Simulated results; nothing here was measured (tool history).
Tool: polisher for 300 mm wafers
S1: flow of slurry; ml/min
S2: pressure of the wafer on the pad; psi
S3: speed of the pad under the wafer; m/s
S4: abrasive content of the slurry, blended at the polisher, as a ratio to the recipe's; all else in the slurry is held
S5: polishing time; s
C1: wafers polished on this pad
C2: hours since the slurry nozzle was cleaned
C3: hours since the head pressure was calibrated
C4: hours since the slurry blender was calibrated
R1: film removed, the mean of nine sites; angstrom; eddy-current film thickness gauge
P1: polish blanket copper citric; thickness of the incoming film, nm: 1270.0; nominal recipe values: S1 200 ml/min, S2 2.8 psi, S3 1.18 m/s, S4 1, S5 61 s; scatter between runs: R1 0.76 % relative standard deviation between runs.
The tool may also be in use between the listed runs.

run	hour	S1	S2	S3	S4	S5	C1	C2	C3	C4	R1
1	14.5	200	2.8	1.18	1	61	721	350.5	366	250.7	1495.7
2	27.7	200	2.8	1.18	1	61	826	363.7	379.2	263.9	1480.7
3	36.7	200	4	0.9	1	61	897	372.7	388.2	272.9	1620.9
4	43.8	200	1.7	1.18	1	61	953	379.8	395.3	280	934.06
5	59.5	200	2.8	0.58	1	61	1078	395.5	411	295.7	741.11
6	73	200	2.8	1.18	1.25	61	1185	409	424.5	309.2	1549.1
7	85.1	200	2.8	1.18	1	90	1281	421.1	436.6	321.3	2205.4
8	99.2	200	2.8	1.18	1	61	1392	435.2	450.7	335.4	1502.2
# hour 99.4: slurry blender recalibrated
9	113.7	200	2.8	1.18	0.5	61	1507	449.7	465.2	14.3	1296.5
10	122.5	200	2.8	1.18	1	61	1577	458.5	474	23.1	1507.5
11	137.7	200	2.8	1.18	1	61	1697	473.7	489.2	38.3	1516.3
12	151.6	200	2.8	1.5	0.7	61	1807	487.6	503.1	52.2	1764.5
13	159.2	150	2.8	1.18	1.3	61	1868	495.2	510.7	59.8	1520.7
14	169.2	280	2.8	1.18	1	61	1947	505.2	520.7	69.8	1573.5
15	182.3	120	2.8	1.18	1	61	2051	518.3	533.8	82.9	1378.6
16	190	200	4.4	1.18	1	61	2112	526	541.5	90.6	2323.1
17	201.8	200	2.8	1.18	1	43	2205	537.8	553.3	102.4	1065.5
18	215.6	200	2.8	1.82	1	61	2314	551.6	567.1	116.2	2262.6
19	231.4	200	2.8	1.18	1	61	2440	567.4	582.9	132	1485.6
20	241	200	2.8	1.18	1	61	2516	577	592.5	141.6	1455.7
21	248.6	200	2.8	1.18	1	61	2576	584.6	600.1	149.2	1450.3
22	260.2	200	2.8	1.18	1	61	2668	596.2	611.7	160.8	1448.3
# hour 270.1: slurry blender recalibrated
23	274	200	2.8	1.18	1	61	2777	610	625.5	4	1419.2
24	285.6	200	2.8	1.18	1	61	2869	621.6	637.1	15.6	1398.7
25	296.5	200	2.8	1.18	1	61	2955	632.5	648	26.5	1411.9
26	305.6	200	2.8	1.18	1	61	3027	641.6	657.1	35.6	1400.1
# hour 307.3: worn pad replaced by a new one
27	317.1	200	2.8	1.18	1	61	77	653.1	668.6	47.1	1396.6
28	329.8	200	2.8	1.18	1	61	178	665.8	681.3	59.8	1392.9
29	340.8	200	2.8	1.18	1	61	265	676.8	692.3	70.8	1379.7

Something has made what P1 gives creep away from where it was; the 2 causes below, each at its own stated size, fit the log equally well:
A: slurry flow missing at the pad, % = 36.3
B: head's pressure below its setpoint, % = 7.3
The process output started creeping at around hour 231.4.
Ruled out, with reasons:
removal rate lost through wear of the pad, %: serviced at hour 307.3, after the change had begun; the process did not return to its earlier output
abrasive missing from the slurry, %: serviced at hour 270.1, after the change had begun; the process did not return to its earlier output

Below are 4 check runs, each averaged over 2 wafers, with their results shown as question marks. Which of them would give clearly different results depending on which cause is behind the drift?
check 1	351.8	200	2.8	1.18	0.55	61					?
check 2	351.8	120	2.8	1.18	0.7	61					?
check 3	351.8	200	4.1	1.8	1	61					?
check 4	351.8	200	4.3	0.58	1	61					?

If the cause were each of the candidates in turn, the checks would give the following:
check	result	if A	if B
check 1	R1	1229.1	1229
check 2	R1	1133.5	1183.6
check 3	R1	3068.5	3065.5
check 4	R1	1057.1	1057.7
Minimum pairwise separation of causes per check, each pair taken at its best-separating result: check 1 0 %; check 2 4.32 %; check 3 0.1 %; check 4 0.05 %
Check 2 tells the causes apart: in the others they would give nearly the same result.

With check 2 done, the readings were: R1 1144 angstrom. Identify which of the listed causes applies.

It is A: slurry flow missing at the pad, %.
